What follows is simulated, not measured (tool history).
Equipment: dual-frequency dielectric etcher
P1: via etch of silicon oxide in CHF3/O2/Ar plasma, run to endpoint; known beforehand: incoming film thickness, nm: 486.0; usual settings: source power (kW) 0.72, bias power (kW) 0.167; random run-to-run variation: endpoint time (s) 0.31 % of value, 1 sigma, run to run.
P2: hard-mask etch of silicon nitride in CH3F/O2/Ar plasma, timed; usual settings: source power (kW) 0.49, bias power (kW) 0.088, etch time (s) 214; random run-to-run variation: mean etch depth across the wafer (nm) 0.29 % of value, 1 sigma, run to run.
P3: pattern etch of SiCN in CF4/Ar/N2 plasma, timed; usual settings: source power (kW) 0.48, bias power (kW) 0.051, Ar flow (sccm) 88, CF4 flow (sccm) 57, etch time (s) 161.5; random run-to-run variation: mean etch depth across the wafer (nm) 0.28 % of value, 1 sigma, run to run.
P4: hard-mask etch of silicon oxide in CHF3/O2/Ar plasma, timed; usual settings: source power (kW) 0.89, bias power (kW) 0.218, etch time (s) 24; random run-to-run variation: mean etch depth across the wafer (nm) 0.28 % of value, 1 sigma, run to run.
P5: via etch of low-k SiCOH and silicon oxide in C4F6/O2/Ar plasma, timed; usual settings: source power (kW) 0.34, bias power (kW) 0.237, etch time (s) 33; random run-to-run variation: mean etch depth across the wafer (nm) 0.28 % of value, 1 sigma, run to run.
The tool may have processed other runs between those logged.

run    day  process that ran  source power (kW)  bias power (kW)  etch time (s)  Ar flow (sccm)  CF4 flow (sccm)  endpoint time (s)  mean etch depth across the wafer (nm)
  1  0.458                P1               0.72            0.167                                                              231.6
  2  0.958                P1               0.72            0.167                                                             231.52
  3  1.375                P4               0.89            0.218             24                                                                                      58.91
  4  1.617                P5               0.34            0.237             23                                                                                     57.995
  5  1.983                P3               0.48            0.051          161.5              88               39                                                    119.01
  6  2.425                P2               0.49            0.088            214                                                                                     171.12
  7  2.896                P1               0.72            0.167                                                             232.93
  8  3.179                P1               0.58            0.228                                                             227.47
  9  3.446                P2               0.49            0.115            214                                                                                     188.68
 10  3.871                P3               0.48            0.051          222.5              88               57                                                    175.87
 11  4.217                P1               0.72            0.167                                                             232.47
 12  4.712                P1               0.72             0.21                                                             214.82
 13  5.133                P3               0.48            0.051          161.5              88               57                                                    127.47
 14  5.633                P4               0.89            0.144             24                                                                                     51.069
 15  6.004                P1               0.72            0.098                                                             271.91
     6.329  -- bias power generator calibrated
 16  6.392                P5               0.34            0.237             33                                                                                     82.815
 17  6.892                P3               0.48            0.051          161.5             121               57                                                    120.58
 18  7.388                P5               0.41            0.237             33                                                                                     89.372
 19  7.733                P1               0.47            0.167                                                             272.99
 20  8.071                P5               0.34            0.169             33                                                                                     74.158

Run 21 comes next. What will it give?
 21  8.588                P1               0.72            0.167                                                                  ?

Run 21 gave endpoint time (s) 231.67.
